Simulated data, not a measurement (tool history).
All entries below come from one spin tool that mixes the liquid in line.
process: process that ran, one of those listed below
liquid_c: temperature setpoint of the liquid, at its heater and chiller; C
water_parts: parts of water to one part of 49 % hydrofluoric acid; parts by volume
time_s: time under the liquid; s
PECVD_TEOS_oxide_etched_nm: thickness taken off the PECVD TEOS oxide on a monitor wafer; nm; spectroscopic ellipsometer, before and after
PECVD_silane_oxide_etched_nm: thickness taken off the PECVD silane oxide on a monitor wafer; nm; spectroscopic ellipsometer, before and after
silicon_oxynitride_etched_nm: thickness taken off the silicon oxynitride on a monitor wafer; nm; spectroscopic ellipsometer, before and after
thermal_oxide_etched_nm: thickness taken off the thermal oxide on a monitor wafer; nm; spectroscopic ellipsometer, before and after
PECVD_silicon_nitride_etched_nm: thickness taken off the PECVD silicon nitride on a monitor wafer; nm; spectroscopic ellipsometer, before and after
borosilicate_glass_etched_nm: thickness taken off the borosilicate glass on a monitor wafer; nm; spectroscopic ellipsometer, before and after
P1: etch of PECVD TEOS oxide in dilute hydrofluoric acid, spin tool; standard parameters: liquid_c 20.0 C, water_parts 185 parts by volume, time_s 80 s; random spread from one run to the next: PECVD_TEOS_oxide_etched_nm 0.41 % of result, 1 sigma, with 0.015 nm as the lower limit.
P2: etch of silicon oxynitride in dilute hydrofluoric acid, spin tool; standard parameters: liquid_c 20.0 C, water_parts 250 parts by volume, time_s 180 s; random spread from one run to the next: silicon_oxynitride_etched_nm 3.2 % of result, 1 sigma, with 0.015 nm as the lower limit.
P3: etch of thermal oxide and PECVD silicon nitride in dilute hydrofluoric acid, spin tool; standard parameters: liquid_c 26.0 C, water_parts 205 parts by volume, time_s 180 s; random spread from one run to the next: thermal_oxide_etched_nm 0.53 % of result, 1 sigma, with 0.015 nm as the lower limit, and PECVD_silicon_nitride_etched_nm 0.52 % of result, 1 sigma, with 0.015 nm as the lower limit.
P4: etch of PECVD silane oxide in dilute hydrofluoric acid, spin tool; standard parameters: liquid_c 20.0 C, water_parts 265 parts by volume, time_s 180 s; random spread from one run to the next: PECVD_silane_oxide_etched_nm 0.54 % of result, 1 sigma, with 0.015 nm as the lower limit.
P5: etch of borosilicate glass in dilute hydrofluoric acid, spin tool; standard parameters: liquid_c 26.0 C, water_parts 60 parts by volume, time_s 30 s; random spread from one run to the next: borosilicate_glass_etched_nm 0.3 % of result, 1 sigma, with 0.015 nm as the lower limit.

| run | hour | process | liquid_c | water_parts | time_s | hours since the thermometer was replaced | hours since the hydrofluoric acid flow meter was replaced | PECVD_TEOS_oxide_etched_nm | PECVD_silane_oxide_etched_nm | silicon_oxynitride_etched_nm | thermal_oxide_etched_nm | PECVD_silicon_nitride_etched_nm | borosilicate_glass_etched_nm |
|---|---|---|---|---|---|---|---|---|---|---|---|---|---|
| 1 | 12.0 | P1 | 20.0 | 185 | 80 | 965.3 | 137.3 | 7.6496 |  |  |  |  |  |
| 2 | 26.9 | P4 | 17.0 | 265 | 180 | 980.2 | 152.2 |  | 10.6500 |  |  |  |  |
| 3 | 41.9 | P1 | 17.0 | 185 | 80 | 995.2 | 167.2 | 6.8604 |  |  |  |  |  |
| 4 | 58.1 | P2 | 20.0 | 250 | 180 | 1011.4 | 183.4 |  |  | 0.74744 |  |  |  |
| 5 | 66.1 | P1 | 20.0 | 185 | 15 | 1019.4 | 191.4 | 1.4311 |  |  |  |  |  |
| 6 | 78.5 | P3 | 26.0 | 205 | 180 | 1031.8 | 203.8 |  |  |  | 3.91180 | 4.19280 |  |
| 7 | 89.8 | P1 | 20.0 | 185 | 80 | 1043.1 | 215.1 | 7.6607 |  |  |  |  |  |
| 8 | 102.5 | P1 | 20.0 | 185 | 80 | 1055.8 | 227.8 | 7.6790 |  |  |  |  |  |
| 9 | 111.7 | P2 | 20.0 | 250 | 180 | 1065.0 | 237.0 |  |  | 0.76759 |  |  |  |
| 10 | 124.8 | P2 | 20.0 | 250 | 350 | 1078.1 | 250.1 |  |  | 1.53520 |  |  |  |
| 11 | 142.8 | P1 | 20.0 | 250 | 80 | 1096.1 | 268.1 | 5.3755 |  |  |  |  |  |
| 12 | 154.6 | P1 | 20.0 | 185 | 130 | 1107.9 | 279.9 | 12.5600 |  |  |  |  |  |
| 13 | 167.1 | P5 | 26.0 | 60 | 50 | 1120.4 | 292.4 |  |  |  |  |  | 35.947 |
| 14 | 177.2 | P1 | 20.0 | 95 | 80 | 1130.5 | 302.5 | 16.4330 |  |  |  |  |  |
| 15 | 188.8 | P4 | 20.0 | 75 | 180 | 1142.1 | 314.1 |  | 50.9600 |  |  |  |  |
| 16 | 207.0 | P3 | 34.0 | 205 | 180 | 1160.3 | 332.3 |  |  |  | 5.14460 | 6.69260 |  |
| 17 | 225.2 | P1 | 20.0 | 185 | 80 | 1178.5 | 350.5 | 7.7093 |  |  |  |  |  |
| 18 | 236.8 | P1 | 20.0 | 185 | 80 | 1190.1 | 362.1 | 7.6739 |  |  |  |  |  |
| 19 | 249.7 | P1 | 17.0 | 185 | 35 | 1203.0 | 375.0 | 3.0037 |  |  |  |  |  |
| 20 | 263.4 | P4 | 20.0 | 265 | 55 | 1216.7 | 388.7 |  | 3.7055 |  |  |  |  |
| 21 | 279.4 | P5 | 26.0 | 60 | 30 | 1232.7 | 404.7 |  |  |  |  |  | 21.701 |
| 22 | 291.6 | P2 | 20.0 | 435 | 180 | 1244.9 | 416.9 |  |  | 0.38798 |  |  |  |
| 23 | 301.6 | P2 | 25.0 | 250 | 180 | 1254.9 | 426.9 |  |  | 0.94604 |  |  |  |
| 24 | 316.9 | P3 | 26.0 | 205 | 15 | 1270.2 | 442.2 |  |  |  | 0.30861 | 0.34866 |  |
| 25 | 327.5 | P1 | 20.0 | 185 | 80 | 1280.8 | 452.8 | 7.6426 |  |  |  |  |  |
| 26 | 342.1 | P1 | 20.0 | 185 | 80 | 1295.4 | 467.4 | 7.7322 |  |  |  |  |  |
| 27 | 353.0 | P5 | 33.5 | 60 | 30 | 1306.3 | 478.3 |  |  |  |  |  | 28.686 |
| 28 | 369.0 | P3 | 26.0 | 70 | 180 | 1322.3 | 494.3 |  |  |  | 13.49400 | 12.14000 |  |
| 29 | 377.9 | P5 | 26.0 | 110 | 30 | 1331.2 | 503.2 |  |  |  |  |  | 10.991 |
| 30 | 395.5 | P4 | 20.0 | 265 | 180 | 1348.8 | 520.8 |  | 11.8740 |  |  |  |  |
| 31 | 413.1 | P1 | 27.5 | 185 | 80 | 1366.4 | 538.4 | 10.1480 |  |  |  |  |  |
| 32 | 425.7 | P1 | 20.0 | 185 | 80 | 1379.0 | 551.0 | 7.6651 |  |  |  |  |  |
| 33 | 442.5 | P1 | 20.0 | 185 | 80 | 1395.8 | 567.8 | 7.8767 |  |  |  |  |  |
| 34 | 452.8 | P1 | 20.0 | 185 | 80 | 1406.1 | 578.1 | 7.9784 |  |  |  |  |  |
| 35 | 464.1 | P1 | 20.0 | 185 | 80 | 1417.4 | 589.4 | 8.1156 |  |  |  |  |  |
| 36 | 477.4 | P1 | 20.0 | 185 | 80 | 1430.7 | 602.7 | 8.1045 |  |  |  |  |  |
| 37 | 490.6 | P1 | 20.0 | 185 | 80 | 1443.9 | 615.9 | 8.1215 |  |  |  |  |  |
| 38 | 502.3 | P1 | 20.0 | 185 | 80 | 1455.6 | 627.6 | 8.1194 |  |  |  |  |  |
| 39 | 518.7 | P1 | 20.0 | 185 | 80 | 1472.0 | 644.0 | 8.1225 |  |  |  |  |  |
| 40 | 530.4 | P1 | 20.0 | 185 | 80 | 1483.7 | 655.7 | 8.2143 |  |  |  |  |  |
| 41 | 543.1 | P1 | 20.0 | 185 | 80 | 1496.4 | 668.4 | 8.0893 |  |  |  |  |  |
| 42 | 553.4 | P1 | 20.0 | 185 | 80 | 1506.7 | 678.7 | 8.1899 |  |  |  |  |  |

P1 has crept away from where it was. The log is fitted equally well by each of these 2 causes, at the sizes shown:
A: hydrofluoric acid flow above the setpoint (%) = 5.33
B: liquid hotter than its thermometer reads (K) = 1.59
The creep began at about hour 425.7.

4 check runs are offered, one wafer each, their results left as question marks. Which one tells the causes apart?
| check 1 | 563.7 | P4 | 20.0 | 95 | 180 |  |  |  | ? |  |  |  |  |
| check 2 | 563.7 | P5 | 31.0 | 60 | 30 |  |  |  |  |  |  |  | ? |
| check 3 | 563.7 | P2 | 24.0 | 250 | 180 |  |  |  |  | ? |  |  |  |
| check 4 | 563.7 | P3 | 26.0 | 95 | 180 |  |  |  |  |  | ? | ? |  |

Predicted outcomes, by check and by cause:
| check | result | if A | if B |
|---|---|---|---|
| check 1 | PECVD_silane_oxide_etched_nm | 42.0970 | 42.4210 |
| check 2 | borosilicate_glass_etched_nm | 27.717 | 27.833 |
| check 3 | silicon_oxynitride_etched_nm | 0.98720 | 0.99460 |
| check 4 | thermal_oxide_etched_nm | 10.14200 | 10.17700 |
| check 4 | PECVD_silicon_nitride_etched_nm | 9.45450 | 9.95030 |
How far apart the two closest causes lie, in the result that separates them most: check 1 0.77 %; check 2 0.42 %; check 3 0.75 %; check 4 5.11 %
Only check 4 tells the causes apart: in the others they would give nearly the same result.

The results of check 4 are: thermal_oxide_etched_nm 10.13000 nm; PECVD_silicon_nitride_etched_nm 9.49600 nm. Based on these, which of the listed causes is it?

The correct cause is A, namely: hydrofluoric acid flow above the setpoint (%).
